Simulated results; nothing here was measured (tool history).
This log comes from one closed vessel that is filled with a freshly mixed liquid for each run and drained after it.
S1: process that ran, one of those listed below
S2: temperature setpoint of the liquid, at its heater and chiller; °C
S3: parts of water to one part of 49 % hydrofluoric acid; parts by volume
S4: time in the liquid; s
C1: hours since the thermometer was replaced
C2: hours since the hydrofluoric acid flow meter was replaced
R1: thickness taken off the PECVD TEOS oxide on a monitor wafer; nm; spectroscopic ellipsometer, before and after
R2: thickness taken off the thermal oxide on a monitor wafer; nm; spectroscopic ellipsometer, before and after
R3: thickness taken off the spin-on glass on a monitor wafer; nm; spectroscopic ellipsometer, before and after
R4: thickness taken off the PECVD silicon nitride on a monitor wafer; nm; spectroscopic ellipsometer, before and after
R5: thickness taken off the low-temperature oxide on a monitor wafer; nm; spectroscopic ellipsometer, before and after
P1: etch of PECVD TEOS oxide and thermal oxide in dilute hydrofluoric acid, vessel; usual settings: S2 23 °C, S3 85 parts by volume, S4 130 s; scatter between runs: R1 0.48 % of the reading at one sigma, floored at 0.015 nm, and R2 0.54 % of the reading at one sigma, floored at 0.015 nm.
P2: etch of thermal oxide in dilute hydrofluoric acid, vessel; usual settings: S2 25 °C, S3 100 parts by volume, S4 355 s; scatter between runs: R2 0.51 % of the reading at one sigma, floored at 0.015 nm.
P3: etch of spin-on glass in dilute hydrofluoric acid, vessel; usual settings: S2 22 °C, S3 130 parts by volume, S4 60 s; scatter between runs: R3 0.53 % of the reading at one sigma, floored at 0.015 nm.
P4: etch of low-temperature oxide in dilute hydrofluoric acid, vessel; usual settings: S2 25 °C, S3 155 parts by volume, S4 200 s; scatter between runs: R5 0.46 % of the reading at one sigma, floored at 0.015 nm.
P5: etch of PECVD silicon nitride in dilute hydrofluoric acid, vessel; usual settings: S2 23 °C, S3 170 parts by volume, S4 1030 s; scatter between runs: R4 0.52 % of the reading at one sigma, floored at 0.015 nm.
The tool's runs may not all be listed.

{"run": 1, "hour": 7.3, "S1": "P1", "S2": 23, "S3": 85, "S4": 130, "C1": 173.4, "C2": 540.5, "R1": 23.857, "R2": 7.1439}
{"run": 2, "hour": 19.7, "S1": "P1", "S2": 23, "S3": 85, "S4": 130, "C1": 185.8, "C2": 552.9, "R1": 24.033, "R2": 7.1745}
{"run": 3, "hour": 33.3, "S1": "P1", "S2": 23, "S3": 40, "S4": 130, "C1": 199.4, "C2": 566.5, "R1": 54.164, "R2": 16.104}
{"run": 4, "hour": 43.8, "S1": "P3", "S2": 22, "S3": 130, "S4": 60, "C1": 209.9, "C2": 577, "R3": 11.983}
{"run": 5, "hour": 57.8, "S1": "P5", "S2": 23, "S3": 85, "S4": 1030, "C1": 223.9, "C2": 591, "R4": 63.225}
{"run": 6, "hour": 65.9, "S1": "P1", "S2": 23, "S3": 150, "S4": 130, "C1": 232, "C2": 599.1, "R1": 12.568, "R2": 3.801}
{"run": 7, "hour": 78.6, "S1": "P1", "S2": 23, "S3": 85, "S4": 70, "C1": 244.7, "C2": 611.8, "R1": 12.862, "R2": 3.871}
{"run": 8, "hour": 84.9, "S1": "P1", "S2": 18, "S3": 30, "S4": 130, "C1": 251, "C2": 618.1, "R1": 58.477, "R2": 17.534}
{"run": 9, "hour": 98.5, "S1": "P1", "S2": 23, "S3": 85, "S4": 130, "C1": 264.6, "C2": 631.7, "R1": 23.994, "R2": 7.1973}
{"run": 10, "hour": 111.5, "S1": "P2", "S2": 25, "S3": 40, "S4": 355, "C1": 277.6, "C2": 644.7, "R2": 43.568}
{"run": 11, "hour": 120.8, "S1": "P4", "S2": 32.5, "S3": 155, "S4": 200, "C1": 286.9, "C2": 654, "R5": 56.993}
{"run": 12, "hour": 127.3, "S1": "P1", "S2": 29, "S3": 55, "S4": 130, "C1": 293.4, "C2": 660.5, "R1": 48.902, "R2": 14.712}
{"run": 13, "hour": 138.6, "S1": "P3", "S2": 22, "S3": 195, "S4": 60, "C1": 304.7, "C2": 671.8, "R3": 7.4244}
{"run": 14, "hour": 151.5, "S1": "P5", "S2": 23, "S3": 170, "S4": 1030, "C1": 317.6, "C2": 684.7, "R4": 31.78}
{"run": 15, "hour": 160.6, "S1": "P5", "S2": 28.5, "S3": 170, "S4": 1030, "C1": 326.7, "C2": 693.8, "R4": 44.923}
{"run": 16, "hour": 174.8, "S1": "P1", "S2": 17, "S3": 85, "S4": 130, "C1": 340.9, "C2": 708, "R1": 18.815, "R2": 5.5277}
{"run": 17, "hour": 182.7, "S1": "P1", "S2": 29, "S3": 85, "S4": 130, "C1": 348.8, "C2": 715.9, "R1": 30.436, "R2": 9.1363}
{"hour": 189.3, "done": "thermometer replaced"}
{"run": 18, "hour": 190.7, "S1": "P2", "S2": 30, "S3": 100, "S4": 355, "C1": 1.4, "C2": 723.9, "R2": 19.515}
{"run": 19, "hour": 203.0, "S1": "P1", "S2": 23, "S3": 85, "S4": 130, "C1": 13.7, "C2": 736.2, "R1": 23.742, "R2": 7.197}
{"run": 20, "hour": 211.5, "S1": "P4", "S2": 25, "S3": 45, "S4": 200, "C1": 22.2, "C2": 744.7, "R5": 174.74}
{"run": 21, "hour": 220.2, "S1": "P1", "S2": 23, "S3": 85, "S4": 215, "C1": 30.9, "C2": 753.4, "R1": 39.226, "R2": 11.909}
{"run": 22, "hour": 234.5, "S1": "P5", "S2": 23, "S3": 170, "S4": 1030, "C1": 45.2, "C2": 767.7, "R4": 32.062}
{"run": 23, "hour": 248.7, "S1": "P1", "S2": 18.5, "S3": 55, "S4": 130, "C1": 59.4, "C2": 781.9, "R1": 31.502, "R2": 9.3854}
{"run": 24, "hour": 261.6, "S1": "P4", "S2": 25, "S3": 155, "S4": 200, "C1": 72.3, "C2": 794.8, "R5": 44.179}
{"run": 25, "hour": 271.8, "S1": "P3", "S2": 17, "S3": 130, "S4": 60, "C1": 82.5, "C2": 805, "R3": 9.7301}
{"run": 26, "hour": 279.7, "S1": "P4", "S2": 25, "S3": 155, "S4": 65, "C1": 90.4, "C2": 812.9, "R5": 14.018}
{"run": 27, "hour": 292.8, "S1": "P2", "S2": 25, "S3": 100, "S4": 590, "C1": 103.5, "C2": 826, "R2": 26.929}
{"run": 28, "hour": 305.6, "S1": "P5", "S2": 23, "S3": 170, "S4": 2045, "C1": 116.3, "C2": 838.8, "R4": 62.769}
{"run": 29, "hour": 312.7, "S1": "P3", "S2": 22, "S3": 130, "S4": 90, "C1": 123.4, "C2": 845.9, "R3": 18.008}
{"run": 30, "hour": 325.4, "S1": "P2", "S2": 25, "S3": 100, "S4": 355, "C1": 136.1, "C2": 858.6, "R2": 16.33}
{"run": 31, "hour": 335.5, "S1": "P4", "S2": 25, "S3": 155, "S4": 200, "C1": 146.2, "C2": 868.7, "R5": 43.963}
{"run": 32, "hour": 342.9, "S1": "P1", "S2": 23, "S3": 85, "S4": 130, "C1": 153.6, "C2": 876.1, "R1": 24.04, "R2": 7.1195}
{"run": 33, "hour": 351.6, "S1": "P1", "S2": 23, "S3": 85, "S4": 130, "C1": 162.3, "C2": 884.8, "R1": 24.588, "R2": 7.3337}
{"run": 34, "hour": 362.3, "S1": "P1", "S2": 23, "S3": 85, "S4": 130, "C1": 173, "C2": 895.5, "R1": 25.145, "R2": 7.5547}
{"run": 35, "hour": 372.9, "S1": "P1", "S2": 23, "S3": 85, "S4": 130, "C1": 183.6, "C2": 906.1, "R1": 25.353, "R2": 7.642}
{"run": 36, "hour": 382.8, "S1": "P1", "S2": 23, "S3": 85, "S4": 130, "C1": 193.5, "C2": 916, "R1": 25.659, "R2": 7.6658}
{"run": 37, "hour": 389.7, "S1": "P1", "S2": 23, "S3": 85, "S4": 130, "C1": 200.4, "C2": 922.9, "R1": 25.829, "R2": 7.7117}
{"run": 38, "hour": 402.5, "S1": "P1", "S2": 23, "S3": 85, "S4": 130, "C1": 213.2, "C2": 935.7, "R1": 26.078, "R2": 7.7522}
{"run": 39, "hour": 414.3, "S1": "P1", "S2": 23, "S3": 85, "S4": 130, "C1": 225, "C2": 947.5, "R1": 26.002, "R2": 7.7}

P1 has crept away from where it was. The log is fitted equally well by each of these 2 causes, at the sizes shown:
A: hydrofluoric acid flow above the setpoint (%) = 7.28
B: liquid hotter than its thermometer reads (K) = 1.93
The process output started creeping at around hour 342.9.

The check runs listed below each take one wafer, and their results are still question marks. Under which run would the listed causes lead to clearly different results?
{"run": "check 1", "hour": 426.1, "S1": "P4", "S2": 25, "S3": 155, "S4": 200, "R5": "?"}
{"run": "check 2", "hour": 426.1, "S1": "P3", "S2": 22, "S3": 130, "S4": 60, "R3": "?"}
{"run": "check 3", "hour": 426.1, "S1": "P2", "S2": 25, "S3": 100, "S4": 355, "R2": "?"}
{"run": "check 4", "hour": 426.1, "S1": "P5", "S2": 23, "S3": 170, "S4": 1030, "R4": "?"}

If the cause were each of the candidates in turn, the checks would give the following:
check=check_1 result=R5 if_A=47.491 if_B=46.994
check=check_2 result=R3 if_A=12.924 if_B=12.864
check=check_3 result=R2 if_A=17.516 if_B=17.45
check=check_4 result=R4 if_A=34.041 if_B=35.939
Per check, the gap between the least separated pair of causes, taken in the result that splits them most: check 1 1.05 %; check 2 0.46 %; check 3 0.38 %; check 4 5.43 %
Check 4 is the one run that separates the causes; every other check would come out nearly the same whichever cause is at work.

Check 4 has now been run. It gave: R4 35.929 nm. Which of the candidate causes is it?

It was cause B: liquid hotter than its thermometer reads (K).

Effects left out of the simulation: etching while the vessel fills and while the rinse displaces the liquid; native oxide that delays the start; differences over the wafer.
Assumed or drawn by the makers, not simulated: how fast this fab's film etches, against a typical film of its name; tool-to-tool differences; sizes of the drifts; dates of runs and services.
